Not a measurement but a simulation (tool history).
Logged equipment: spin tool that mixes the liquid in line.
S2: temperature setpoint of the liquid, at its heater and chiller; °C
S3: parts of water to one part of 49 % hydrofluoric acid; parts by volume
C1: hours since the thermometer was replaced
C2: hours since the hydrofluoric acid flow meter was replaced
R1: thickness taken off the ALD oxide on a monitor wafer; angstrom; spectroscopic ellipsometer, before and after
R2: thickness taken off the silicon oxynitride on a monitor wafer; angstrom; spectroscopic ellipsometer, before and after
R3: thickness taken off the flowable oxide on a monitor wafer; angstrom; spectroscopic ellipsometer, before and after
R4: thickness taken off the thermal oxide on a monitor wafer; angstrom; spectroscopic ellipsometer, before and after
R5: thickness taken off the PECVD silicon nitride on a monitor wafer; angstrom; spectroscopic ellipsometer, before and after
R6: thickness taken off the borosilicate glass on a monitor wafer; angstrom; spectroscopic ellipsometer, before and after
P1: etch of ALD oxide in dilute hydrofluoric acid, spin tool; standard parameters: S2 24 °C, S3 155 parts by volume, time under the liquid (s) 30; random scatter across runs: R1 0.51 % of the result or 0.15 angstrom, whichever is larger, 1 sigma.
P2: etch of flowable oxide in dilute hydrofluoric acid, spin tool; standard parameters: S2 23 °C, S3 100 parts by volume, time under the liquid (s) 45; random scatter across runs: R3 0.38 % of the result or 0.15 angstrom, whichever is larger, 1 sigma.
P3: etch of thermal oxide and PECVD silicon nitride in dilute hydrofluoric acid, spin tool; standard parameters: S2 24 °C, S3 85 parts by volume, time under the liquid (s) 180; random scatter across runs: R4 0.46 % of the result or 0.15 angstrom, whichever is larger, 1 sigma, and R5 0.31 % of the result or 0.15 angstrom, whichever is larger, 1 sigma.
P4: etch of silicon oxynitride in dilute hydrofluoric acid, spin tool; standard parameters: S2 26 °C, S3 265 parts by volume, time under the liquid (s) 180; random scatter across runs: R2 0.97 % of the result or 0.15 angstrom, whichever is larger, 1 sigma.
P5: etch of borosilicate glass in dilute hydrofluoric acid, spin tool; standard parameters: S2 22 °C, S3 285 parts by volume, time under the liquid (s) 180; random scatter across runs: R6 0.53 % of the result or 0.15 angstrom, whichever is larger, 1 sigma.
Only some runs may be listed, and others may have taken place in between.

Run 1, hour 12.9: process that ran P1, S2 24 °C, S3 155 parts by volume, time under the liquid (s) 30; C1 667.9; C2 89.5. Result: R1 59.807 angstrom.
Run 2, hour 28.9: process that ran P4, S2 26 °C, S3 90 parts by volume, time under the liquid (s) 180; C1 683.9; C2 105.5. Result: R2 71.906 angstrom.
Run 3, hour 38.1: process that ran P2, S2 23 °C, S3 100 parts by volume, time under the liquid (s) 45; C1 693.1; C2 114.7. Result: R3 146.55 angstrom.
Run 4, hour 54.8: process that ran P3, S2 18.5 °C, S3 85 parts by volume, time under the liquid (s) 180; C1 709.8; C2 131.4. Result: R4 83.132 angstrom, R5 62.92 angstrom.
Run 5, hour 67: process that ran P1, S2 24 °C, S3 155 parts by volume, time under the liquid (s) 30; C1 722; C2 143.6. Result: R1 59.383 angstrom.
Run 6, hour 84.6: process that ran P1, S2 24 °C, S3 230 parts by volume, time under the liquid (s) 30; C1 739.6; C2 161.2. Result: R1 36.988 angstrom.
Run 7, hour 97: process that ran P1, S2 20 °C, S3 280 parts by volume, time under the liquid (s) 30; C1 752; C2 173.6. Result: R1 25.108 angstrom.
Run 8, hour 111.3: process that ran P2, S2 23 °C, S3 100 parts by volume, time under the liquid (s) 45; C1 766.3; C2 187.9. Result: R3 146.25 angstrom.
Run 9, hour 120.6: process that ran P4, S2 26 °C, S3 265 parts by volume, time under the liquid (s) 345; C1 775.6; C2 197.2. Result: R2 40.318 angstrom.
Run 10, hour 128.8: process that ran P1, S2 24 °C, S3 155 parts by volume, time under the liquid (s) 30; C1 783.8; C2 205.4. Result: R1 59.443 angstrom.
Run 11, hour 147.4: process that ran P1, S2 17 °C, S3 155 parts by volume, time under the liquid (s) 45; C1 802.4; C2 224. Result: R1 67.624 angstrom.
Run 12, hour 163.8: process that ran P1, S2 17 °C, S3 155 parts by volume, time under the liquid (s) 30; C1 818.8; C2 240.4. Result: R1 44.598 angstrom.
Run 13, hour 179.4: process that ran P5, S2 22 °C, S3 285 parts by volume, time under the liquid (s) 310; C1 834.4; C2 256. Result: R6 196.56 angstrom.
Run 14, hour 193.1: process that ran P5, S2 17 °C, S3 285 parts by volume, time under the liquid (s) 180; C1 848.1; C2 269.7. Result: R6 94.89 angstrom.
Run 15, hour 209.3: process that ran P3, S2 24 °C, S3 85 parts by volume, time under the liquid (s) 180; C1 864.3; C2 285.9. Result: R4 104.85 angstrom, R5 91.621 angstrom.
Run 16, hour 219.4: process that ran P3, S2 24 °C, S3 25 parts by volume, time under the liquid (s) 180; C1 874.4; C2 296. Result: R4 376.6 angstrom, R5 302.24 angstrom.
Run 17, hour 234.9: process that ran P4, S2 33.5 °C, S3 265 parts by volume, time under the liquid (s) 180; C1 889.9; C2 311.5. Result: R2 28.52 angstrom.
Run 18, hour 250.7: process that ran P5, S2 22 °C, S3 70 parts by volume, time under the liquid (s) 180; C1 905.7; C2 327.3. Result: R6 577.18 angstrom.
Run 19, hour 264.6: process that ran P1, S2 24 °C, S3 155 parts by volume, time under the liquid (s) 30; C1 919.6; C2 341.2. Result: R1 59.309 angstrom.
Run 20, hour 273.5: process that ran P1, S2 24 °C, S3 155 parts by volume, time under the liquid (s) 60; C1 928.5; C2 350.1. Result: R1 118.15 angstrom.
Run 21, hour 291.7: process that ran P4, S2 26 °C, S3 265 parts by volume, time under the liquid (s) 180; C1 946.7; C2 368.3. Result: R2 20.561 angstrom.
Run 22, hour 305.3: process that ran P1, S2 24 °C, S3 55 parts by volume, time under the liquid (s) 30; C1 960.3; C2 381.9. Result: R1 188.44 angstrom.
Run 23, hour 322.7: process that ran P2, S2 23 °C, S3 55 parts by volume, time under the liquid (s) 45; C1 977.7; C2 399.3. Result: R3 279.55 angstrom.
Run 24, hour 337.1: process that ran P1, S2 24 °C, S3 155 parts by volume, time under the liquid (s) 15; C1 992.1; C2 413.7. Result: R1 29.819 angstrom.
Run 25, hour 351.3: process that ran P4, S2 26 °C, S3 265 parts by volume, time under the liquid (s) 180; C1 1006.3; C2 427.9. Result: R2 21.037 angstrom.
Run 26, hour 364.7: process that ran P3, S2 24 °C, S3 85 parts by volume, time under the liquid (s) 35; C1 1019.7; C2 441.3. Result: R4 20.128 angstrom, R5 17.828 angstrom.
Run 27, hour 379.7: process that ran P5, S2 22 °C, S3 285 parts by volume, time under the liquid (s) 180; C1 1034.7; C2 456.3. Result: R6 113.11 angstrom.
Run 28, hour 388.5: process that ran P1, S2 29.5 °C, S3 155 parts by volume, time under the liquid (s) 30; C1 1043.5; C2 465.1. Result: R1 72.469 angstrom.
Run 29, hour 403.1: process that ran P2, S2 23 °C, S3 100 parts by volume, time under the liquid (s) 20; C1 1058.1; C2 479.7. Result: R3 65.313 angstrom.
Run 30, hour 416.6: process that ran P2, S2 31 °C, S3 100 parts by volume, time under the liquid (s) 45; C1 1071.6; C2 493.2. Result: R3 199.05 angstrom.
Run 31, hour 425: process that ran P1, S2 24 °C, S3 155 parts by volume, time under the liquid (s) 30; C1 1080; C2 501.6. Result: R1 59.51 angstrom.
Run 32, hour 442.3: process that ran P1, S2 24 °C, S3 60 parts by volume, time under the liquid (s) 15; C1 1097.3; C2 518.9. Result: R1 85.681 angstrom.
Run 33, hour 455.6: process that ran P1, S2 24 °C, S3 155 parts by volume, time under the liquid (s) 30; C1 1110.6; C2 532.2. Result: R1 59.162 angstrom.
Run 34, hour 473.4: process that ran P1, S2 24 °C, S3 155 parts by volume, time under the liquid (s) 30; C1 1128.4; C2 550. Result: R1 60.869 angstrom.
Run 35, hour 491: process that ran P1, S2 24 °C, S3 155 parts by volume, time under the liquid (s) 30; C1 1146; C2 567.6. Result: R1 61.724 angstrom.
Run 36, hour 504: process that ran P1, S2 24 °C, S3 155 parts by volume, time under the liquid (s) 30; C1 1159; C2 580.6. Result: R1 62.254 angstrom.
Run 37, hour 515.4: process that ran P1, S2 24 °C, S3 155 parts by volume, time under the liquid (s) 30; C1 1170.4; C2 592. Result: R1 62.055 angstrom.

Run 38 comes next. What will it give?
Run 38, hour 533.6: process that ran P1, S2 24 °C, S3 155 parts by volume, time under the liquid (s) 30; C1 1188.6; C2 610.2. Result: R1 ?.

R1: 62.538 angstrom
